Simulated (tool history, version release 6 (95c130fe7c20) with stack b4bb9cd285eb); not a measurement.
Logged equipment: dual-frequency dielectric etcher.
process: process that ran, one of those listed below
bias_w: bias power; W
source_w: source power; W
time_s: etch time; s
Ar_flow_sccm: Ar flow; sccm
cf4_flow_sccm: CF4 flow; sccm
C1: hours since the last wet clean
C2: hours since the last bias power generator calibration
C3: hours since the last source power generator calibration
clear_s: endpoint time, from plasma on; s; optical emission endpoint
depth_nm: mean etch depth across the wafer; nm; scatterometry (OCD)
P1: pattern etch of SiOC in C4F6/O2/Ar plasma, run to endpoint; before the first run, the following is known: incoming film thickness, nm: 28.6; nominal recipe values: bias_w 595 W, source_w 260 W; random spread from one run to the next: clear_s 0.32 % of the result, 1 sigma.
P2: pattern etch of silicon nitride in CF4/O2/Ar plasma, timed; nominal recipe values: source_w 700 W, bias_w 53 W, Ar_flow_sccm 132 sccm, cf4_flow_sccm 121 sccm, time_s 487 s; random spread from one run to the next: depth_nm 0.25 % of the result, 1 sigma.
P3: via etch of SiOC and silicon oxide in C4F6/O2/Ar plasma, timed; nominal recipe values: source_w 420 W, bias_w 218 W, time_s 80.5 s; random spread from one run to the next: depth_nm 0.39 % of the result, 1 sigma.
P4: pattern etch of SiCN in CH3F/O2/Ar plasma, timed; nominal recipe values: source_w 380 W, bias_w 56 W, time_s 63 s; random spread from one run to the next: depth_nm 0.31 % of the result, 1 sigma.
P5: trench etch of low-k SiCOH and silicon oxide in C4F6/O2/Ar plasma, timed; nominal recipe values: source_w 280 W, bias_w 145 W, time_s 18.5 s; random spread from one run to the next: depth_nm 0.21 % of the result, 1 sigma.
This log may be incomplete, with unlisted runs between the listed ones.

run 1 hour=3 | process=P1 bias_w=595 source_w=260 | C1=133.7 C2=1414.5 C3=728.4 | clear_s=10.529
run 2 hour=9.6 | process=P3 bias_w=218 source_w=560 time_s=80.5 | C1=140.3 C2=1421.1 C3=735 | depth_nm=111.96
run 3 hour=15.3 | process=P2 bias_w=53 source_w=700 time_s=487 Ar_flow_sccm=132 cf4_flow_sccm=121 | C1=146 C2=1426.8 C3=740.7 | depth_nm=1237
run 4 hour=20.6 | process=P2 bias_w=53 source_w=700 time_s=487 Ar_flow_sccm=183 cf4_flow_sccm=121 | C1=151.3 C2=1432.1 C3=746 | depth_nm=1183.9
run 5 hour=25.3 | process=P2 bias_w=53 source_w=700 time_s=676.5 Ar_flow_sccm=132 cf4_flow_sccm=121 | C1=156 C2=1436.8 C3=750.7 | depth_nm=1712.8
run 6 hour=28.5 | process=P4 bias_w=56 source_w=380 time_s=63 | C1=159.2 C2=1440 C3=753.9 | depth_nm=21.92
run 7 hour=32.7 | process=P5 bias_w=103 source_w=280 time_s=18.5 | C1=163.4 C2=1444.2 C3=758.1 | depth_nm=41.61
run 8 hour=35.8 | process=P4 bias_w=39 source_w=380 time_s=63 | C1=166.5 C2=1447.3 C3=761.2 | depth_nm=19.404
run 9 hour=38.9 | process=P1 bias_w=824 source_w=260 | C1=169.6 C2=1450.4 C3=764.3 | clear_s=9.2465
run 10 hour=42.8 | process=P3 bias_w=218 source_w=420 time_s=80.5 | C1=173.5 C2=1454.3 C3=768.2 | depth_nm=98.757
run 11 hour=46.1 | process=P5 bias_w=145 source_w=220 time_s=18.5 | C1=176.8 C2=1457.6 C3=771.5 | depth_nm=42.075
run 12 hour=49.7 | process=P2 bias_w=53 source_w=960 time_s=487 Ar_flow_sccm=132 cf4_flow_sccm=121 | C1=180.4 C2=1461.2 C3=775.1 | depth_nm=1630.5
run 13 hour=52.9 | process=P2 bias_w=53 source_w=700 time_s=487 Ar_flow_sccm=132 cf4_flow_sccm=151 | C1=183.6 C2=1464.4 C3=778.3 | depth_nm=1270.6
run 14 hour=57.6 | process=P5 bias_w=145 source_w=280 time_s=26.5 | C1=188.3 C2=1469.1 C3=783 | depth_nm=66.202
run 15 hour=62.2 | process=P2 bias_w=69 source_w=700 time_s=487 Ar_flow_sccm=132 cf4_flow_sccm=121 | C1=192.9 C2=1473.7 C3=787.6 | depth_nm=1368.7
run 16 hour=68 | process=P3 bias_w=177 source_w=420 time_s=80.5 | C1=198.7 C2=1479.5 C3=793.4 | depth_nm=93.18
run 17 hour=71.3 | process=P1 bias_w=595 source_w=340 | C1=202 C2=1482.8 C3=796.7 | clear_s=9.5421
run 18 hour=76.9 | process=P1 bias_w=595 source_w=260 | C1=207.6 C2=1488.4 C3=802.3 | clear_s=10.555
run 19 hour=83.2 | process=P1 bias_w=595 source_w=260 | C1=213.9 C2=1494.7 C3=808.6 | clear_s=10.49
run 20 hour=87 | process=P1 bias_w=485 source_w=260 | C1=217.7 C2=1498.5 C3=812.4 | clear_s=11.334
run 21 hour=91.7 | process=P4 bias_w=56 source_w=380 time_s=90.5 | C1=222.4 C2=1503.2 C3=817.1 | depth_nm=31.245
run 22 hour=96.7 | process=P3 bias_w=218 source_w=420 time_s=44.5 | C1=227.4 C2=1508.2 C3=822.1 | depth_nm=54.969
run 23 hour=101.3 | process=P3 bias_w=218 source_w=420 time_s=80.5 | C1=232 C2=1512.8 C3=826.7 | depth_nm=99.268
run 24 hour=107.7 | process=P1 bias_w=595 source_w=260 | C1=238.4 C2=1519.2 C3=833.1 | clear_s=10.563
run 25 hour=112.7 | process=P5 bias_w=145 source_w=280 time_s=18.5 | C1=243.4 C2=1524.2 C3=838.1 | depth_nm=46.301
run 26 hour=116 | process=P1 bias_w=595 source_w=260 | C1=246.7 C2=1527.5 C3=841.4 | clear_s=10.491
run 27 hour=121.5 | process=P5 bias_w=145 source_w=280 time_s=18.5 | C1=252.2 C2=1533 C3=846.9 | depth_nm=46.212
run 28 hour=126.2 | process=P4 bias_w=56 source_w=450 time_s=63 | C1=256.9 C2=1537.7 C3=851.6 | depth_nm=23.233
run 29 hour=131.3 | process=P1 bias_w=595 source_w=180 | C1=262 C2=1542.8 C3=856.7 | clear_s=12.047
run 30 hour=136.1 | process=P2 bias_w=53 source_w=700 time_s=487 Ar_flow_sccm=132 cf4_flow_sccm=121 | C1=266.8 C2=1547.6 C3=861.5 | depth_nm=1241
run 31 hour=139.6 | process=P1 bias_w=692 source_w=330 | C1=270.3 C2=1551.1 C3=865 | clear_s=9.1077
run 32 hour=146.3 | process=P1 bias_w=595 source_w=260 | C1=277 C2=1557.8 C3=871.7 | clear_s=10.507
run 33 hour=149.9 | process=P1 bias_w=595 source_w=260 | C1=280.6 C2=1561.4 C3=875.3 | clear_s=10.572
run 34 hour=154.7 | process=P1 bias_w=595 source_w=260 | C1=285.4 C2=1566.2 C3=880.1 | clear_s=10.584
run 35 hour=158.5 | process=P1 bias_w=595 source_w=260 | C1=289.2 C2=1570 C3=883.9 | clear_s=10.646
run 36 hour=163.4 | process=P1 bias_w=595 source_w=260 | C1=294.1 C2=1574.9 C3=888.8 | clear_s=10.626
run 37 hour=167.2 | process=P1 bias_w=595 source_w=260 | C1=297.9 C2=1578.7 C3=892.6 | clear_s=10.729
-- hour=168.3 wet clean of the chamber
run 38 hour=170.6 | process=P1 bias_w=595 source_w=260 | C1=2.3 C2=1582.1 C3=896 | clear_s=10.656
run 39 hour=175.3 | process=P1 bias_w=595 source_w=260 | C1=7 C2=1586.8 C3=900.7 | clear_s=10.64
run 40 hour=179.6 | process=P1 bias_w=595 source_w=260 | C1=11.3 C2=1591.1 C3=905 | clear_s=10.619

The output of P1 has drifted from where it used to be. Each of the 2 causes below, taken at the size shown beside it, accounts for the log equally well:
A: bias power that arrives under what is set, % = 3.99
B: source power that arrives under what is set, % = 4.26
The gradual shift began around hour 149.9.
All other causes, with the reason each is excluded:
chamber walls in a state that lowers the etch rate, %: serviced at hour 168.3, after the drift had started, without restoring the earlier output

Which of the 4 check runs listed below separates the causes, so that each cause would produce a clearly different result? Each run uses one wafer, and its results are marked with question marks.
run check 1 hour=183.9 | process=P2 bias_w=53 source_w=700 time_s=655 Ar_flow_sccm=177 cf4_flow_sccm=121 | depth_nm=?
run check 2 hour=183.9 | process=P5 bias_w=145 source_w=280 time_s=25.5 | depth_nm=?
run check 3 hour=183.9 | process=P4 bias_w=39 source_w=380 time_s=63 | depth_nm=?
run check 4 hour=183.9 | process=P3 bias_w=188 source_w=420 time_s=59.5 | depth_nm=?

Outcome of each check run for each possible cause:
check=check_1 result=depth_nm if_A=1573.9 if_B=1539.8
check=check_2 result=depth_nm if_A=62.962 if_B=62.68
check=check_3 result=depth_nm if_A=19.211 if_B=19.118
check=check_4 result=depth_nm if_A=69.221 if_B=68.965
Gap, in per cent, between the two causes that each check separates least, read from the result that separates them most: check 1 2.19 %; check 2 0.45 %; check 3 0.48 %; check 4 0.37 %
Check 1 tells the causes apart: in the others they would give nearly the same result.

The results of check 1 are: depth_nm 1575.1 nm. Based on these, which of the listed causes is it?

It is A: bias power that arrives under what is set, %.

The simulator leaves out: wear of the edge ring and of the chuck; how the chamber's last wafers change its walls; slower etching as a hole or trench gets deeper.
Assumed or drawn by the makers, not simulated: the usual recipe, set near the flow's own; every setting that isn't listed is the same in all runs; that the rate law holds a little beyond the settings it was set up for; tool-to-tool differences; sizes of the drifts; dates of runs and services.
